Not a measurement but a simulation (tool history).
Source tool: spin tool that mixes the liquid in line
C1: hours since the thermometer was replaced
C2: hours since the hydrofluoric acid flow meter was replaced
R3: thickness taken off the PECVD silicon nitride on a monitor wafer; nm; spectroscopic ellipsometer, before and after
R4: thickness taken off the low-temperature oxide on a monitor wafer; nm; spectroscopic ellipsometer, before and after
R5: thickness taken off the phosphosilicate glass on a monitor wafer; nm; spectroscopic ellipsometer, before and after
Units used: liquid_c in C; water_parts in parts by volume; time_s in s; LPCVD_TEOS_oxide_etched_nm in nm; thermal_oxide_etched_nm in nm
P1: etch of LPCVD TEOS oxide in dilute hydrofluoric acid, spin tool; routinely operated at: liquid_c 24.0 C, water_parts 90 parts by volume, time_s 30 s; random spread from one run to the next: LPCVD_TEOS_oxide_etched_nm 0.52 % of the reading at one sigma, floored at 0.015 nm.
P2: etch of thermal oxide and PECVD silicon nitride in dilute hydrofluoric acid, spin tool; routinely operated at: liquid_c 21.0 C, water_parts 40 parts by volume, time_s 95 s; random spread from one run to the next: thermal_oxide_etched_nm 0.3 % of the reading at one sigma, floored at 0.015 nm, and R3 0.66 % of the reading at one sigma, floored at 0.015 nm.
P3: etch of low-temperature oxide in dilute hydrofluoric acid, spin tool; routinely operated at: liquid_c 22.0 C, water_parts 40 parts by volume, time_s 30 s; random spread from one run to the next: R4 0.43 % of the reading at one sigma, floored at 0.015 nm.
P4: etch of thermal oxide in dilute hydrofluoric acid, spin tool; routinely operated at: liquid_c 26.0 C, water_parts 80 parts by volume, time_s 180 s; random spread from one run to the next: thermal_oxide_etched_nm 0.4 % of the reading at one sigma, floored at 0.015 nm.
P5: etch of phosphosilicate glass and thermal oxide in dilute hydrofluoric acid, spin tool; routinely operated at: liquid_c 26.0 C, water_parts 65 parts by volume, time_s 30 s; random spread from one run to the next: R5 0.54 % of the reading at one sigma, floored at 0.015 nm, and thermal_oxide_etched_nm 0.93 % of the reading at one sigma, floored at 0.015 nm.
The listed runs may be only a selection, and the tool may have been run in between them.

run 1 hour=3.6 | process=P1 liquid_c=24.0 water_parts=90 time_s=30 | C1=1104.6 C2=108.2 | LPCVD_TEOS_oxide_etched_nm=19.6280
run 2 hour=8.2 | process=P1 liquid_c=24.0 water_parts=25 time_s=30 | C1=1109.2 C2=112.8 | LPCVD_TEOS_oxide_etched_nm=76.7690
run 3 hour=11.5 | process=P4 liquid_c=26.0 water_parts=40 time_s=180 | C1=1112.5 C2=116.1 | thermal_oxide_etched_nm=23.47800
run 4 hour=13.8 | process=P2 liquid_c=21.0 water_parts=40 time_s=150 | C1=1114.8 C2=118.4 | thermal_oxide_etched_nm=17.45000 R3=5.1150
run 5 hour=18.2 | process=P3 liquid_c=22.0 water_parts=40 time_s=30 | C1=1119.2 C2=122.8 | R4=12.284
run 6 hour=20.7 | process=P5 liquid_c=20.5 water_parts=65 time_s=30 | C1=1121.7 C2=125.3 | thermal_oxide_etched_nm=1.95720 R5=29.969
run 7 hour=23.1 | process=P1 liquid_c=17.0 water_parts=90 time_s=30 | C1=1124.1 C2=127.7 | LPCVD_TEOS_oxide_etched_nm=14.6530
run 8 hour=25.8 | process=P1 liquid_c=24.0 water_parts=90 time_s=30 | C1=1126.8 C2=130.4 | LPCVD_TEOS_oxide_etched_nm=19.8060
run 9 hour=27.8 | process=P1 liquid_c=24.0 water_parts=90 time_s=30 | C1=1128.8 C2=132.4 | LPCVD_TEOS_oxide_etched_nm=19.6580
run 10 hour=31.5 | process=P1 liquid_c=24.0 water_parts=90 time_s=60 | C1=1132.5 C2=136.1 | LPCVD_TEOS_oxide_etched_nm=39.3450
run 11 hour=33.7 | process=P4 liquid_c=26.0 water_parts=80 time_s=180 | C1=1134.7 C2=138.3 | thermal_oxide_etched_nm=11.02500
run 12 hour=36.6 | process=P3 liquid_c=22.0 water_parts=20 time_s=30 | C1=1137.6 C2=141.2 | R4=25.115
run 13 hour=40.0 | process=P1 liquid_c=24.0 water_parts=155 time_s=30 | C1=1141.0 C2=144.6 | LPCVD_TEOS_oxide_etched_nm=10.5700
run 14 hour=42.3 | process=P1 liquid_c=29.5 water_parts=90 time_s=60 | C1=1143.3 C2=146.9 | LPCVD_TEOS_oxide_etched_nm=48.3830
run 15 hour=46.9 | process=P1 liquid_c=24.0 water_parts=90 time_s=30 | C1=1147.9 C2=151.5 | LPCVD_TEOS_oxide_etched_nm=19.3080
-- hour=47.2 thermometer replaced
run 16 hour=49.3 | process=P5 liquid_c=26.0 water_parts=65 time_s=60 | C1=2.2 C2=153.9 | thermal_oxide_etched_nm=5.00420 R5=75.255
run 17 hour=53.7 | process=P1 liquid_c=24.0 water_parts=90 time_s=30 | C1=6.6 C2=158.3 | LPCVD_TEOS_oxide_etched_nm=19.4380
run 18 hour=56.8 | process=P1 liquid_c=24.0 water_parts=90 time_s=30 | C1=9.7 C2=161.4 | LPCVD_TEOS_oxide_etched_nm=19.6250
run 19 hour=60.7 | process=P1 liquid_c=31.0 water_parts=125 time_s=30 | C1=13.6 C2=165.3 | LPCVD_TEOS_oxide_etched_nm=17.6280
run 20 hour=65.0 | process=P5 liquid_c=26.0 water_parts=20 time_s=30 | C1=17.9 C2=169.6 | thermal_oxide_etched_nm=8.57510 R5=129.140
run 21 hour=67.2 | process=P1 liquid_c=31.0 water_parts=90 time_s=30 | C1=20.1 C2=171.8 | LPCVD_TEOS_oxide_etched_nm=25.5750
run 22 hour=69.2 | process=P2 liquid_c=17.0 water_parts=40 time_s=95 | C1=22.1 C2=173.8 | thermal_oxide_etched_nm=9.33630 R3=2.4188
run 23 hour=71.8 | process=P3 liquid_c=22.0 water_parts=40 time_s=55 | C1=24.7 C2=176.4 | R4=22.440
run 24 hour=75.7 | process=P2 liquid_c=21.0 water_parts=20 time_s=95 | C1=28.6 C2=180.3 | thermal_oxide_etched_nm=22.81600 R3=6.1948
run 25 hour=78.5 | process=P3 liquid_c=17.0 water_parts=40 time_s=30 | C1=31.4 C2=183.1 | R4=10.007
run 26 hour=81.7 | process=P1 liquid_c=20.0 water_parts=20 time_s=30 | C1=34.6 C2=186.3 | LPCVD_TEOS_oxide_etched_nm=81.4260
run 27 hour=85.1 | process=P4 liquid_c=26.0 water_parts=80 time_s=15 | C1=38.0 C2=189.7 | thermal_oxide_etched_nm=0.90962
run 28 hour=87.7 | process=P2 liquid_c=21.0 water_parts=40 time_s=95 | C1=40.6 C2=192.3 | thermal_oxide_etched_nm=11.07600 R3=3.2311
run 29 hour=90.7 | process=P4 liquid_c=32.5 water_parts=80 time_s=180 | C1=43.6 C2=195.3 | thermal_oxide_etched_nm=14.19000
run 30 hour=93.0 | process=P5 liquid_c=26.0 water_parts=65 time_s=30 | C1=45.9 C2=197.6 | thermal_oxide_etched_nm=2.47750 R5=37.035
run 31 hour=95.7 | process=P1 liquid_c=24.0 water_parts=90 time_s=15 | C1=48.6 C2=200.3 | LPCVD_TEOS_oxide_etched_nm=9.8301
run 32 hour=98.3 | process=P1 liquid_c=24.0 water_parts=90 time_s=30 | C1=51.2 C2=202.9 | LPCVD_TEOS_oxide_etched_nm=19.6140
run 33 hour=100.5 | process=P1 liquid_c=24.0 water_parts=90 time_s=30 | C1=53.4 C2=205.1 | LPCVD_TEOS_oxide_etched_nm=20.0130
run 34 hour=102.7 | process=P1 liquid_c=24.0 water_parts=90 time_s=30 | C1=55.6 C2=207.3 | LPCVD_TEOS_oxide_etched_nm=20.2750
run 35 hour=106.2 | process=P1 liquid_c=24.0 water_parts=90 time_s=30 | C1=59.1 C2=210.8 | LPCVD_TEOS_oxide_etched_nm=20.6670
run 36 hour=108.8 | process=P1 liquid_c=24.0 water_parts=90 time_s=30 | C1=61.7 C2=213.4 | LPCVD_TEOS_oxide_etched_nm=20.9110
run 37 hour=112.5 | process=P1 liquid_c=24.0 water_parts=90 time_s=30 | C1=65.4 C2=217.1 | LPCVD_TEOS_oxide_etched_nm=21.0040
run 38 hour=117.2 | process=P1 liquid_c=24.0 water_parts=90 time_s=30 | C1=70.1 C2=221.8 | LPCVD_TEOS_oxide_etched_nm=20.9650
run 39 hour=121.2 | process=P1 liquid_c=24.0 water_parts=90 time_s=30 | C1=74.1 C2=225.8 | LPCVD_TEOS_oxide_etched_nm=21.0480
run 40 hour=123.3 | process=P1 liquid_c=24.0 water_parts=90 time_s=30 | C1=76.2 C2=227.9 | LPCVD_TEOS_oxide_etched_nm=20.9740
run 41 hour=125.6 | process=P1 liquid_c=24.0 water_parts=90 time_s=30 | C1=78.5 C2=230.2 | LPCVD_TEOS_oxide_etched_nm=21.1070

The log shows P1 creeping away from where it was. Any of the 2 causes listed here, at the size stated for it, fits the log just as well as the others:
A: hydrofluoric acid flow above the setpoint (%) = 6.83
B: liquid hotter than its thermometer reads (K) = 1.86
Creep in the process output first set in at about hour 98.3.

Of the 4 check runs listed below, each run on one wafer and each result written as a question mark, which would let you distinguish the listed causes because they would give clearly different results?
run check 1 hour=127.9 | process=P3 liquid_c=22.0 water_parts=40 time_s=30 | R4=?
run check 2 hour=127.9 | process=P2 liquid_c=21.0 water_parts=40 time_s=95 | thermal_oxide_etched_nm=? R3=?
run check 3 hour=127.9 | process=P4 liquid_c=26.0 water_parts=80 time_s=180 | thermal_oxide_etched_nm=?
run check 4 hour=127.9 | process=P5 liquid_c=26.0 water_parts=65 time_s=30 | thermal_oxide_etched_nm=? R5=?

How each check would come out, cause by cause:
check=check_1 result=R4 if_A=13.192 if_B=13.304
check=check_2 result=thermal_oxide_etched_nm if_A=11.89800 if_B=12.00700
check=check_2 result=R3 if_A=3.4368 if_B=3.6634
check=check_3 result=thermal_oxide_etched_nm if_A=11.95300 if_B=11.95400
check=check_4 result=thermal_oxide_etched_nm if_A=2.68420 if_B=2.68960
check=check_4 result=R5 if_A=40.138 if_B=40.218
Gap, in per cent, between the two causes that each check separates least, read from the result that separates them most: check 1 0.84 %; check 2 6.39 %; check 3 0.01 %; check 4 0.2 %
Check 2 is the one run that separates the causes; every other check would come out nearly the same whichever cause is at work.

With check 2 done, the readings were: thermal_oxide_etched_nm 12.03200 nm; R3 3.6201 nm. Identify which of the listed causes applies.

It was cause B: liquid hotter than its thermometer reads (K).
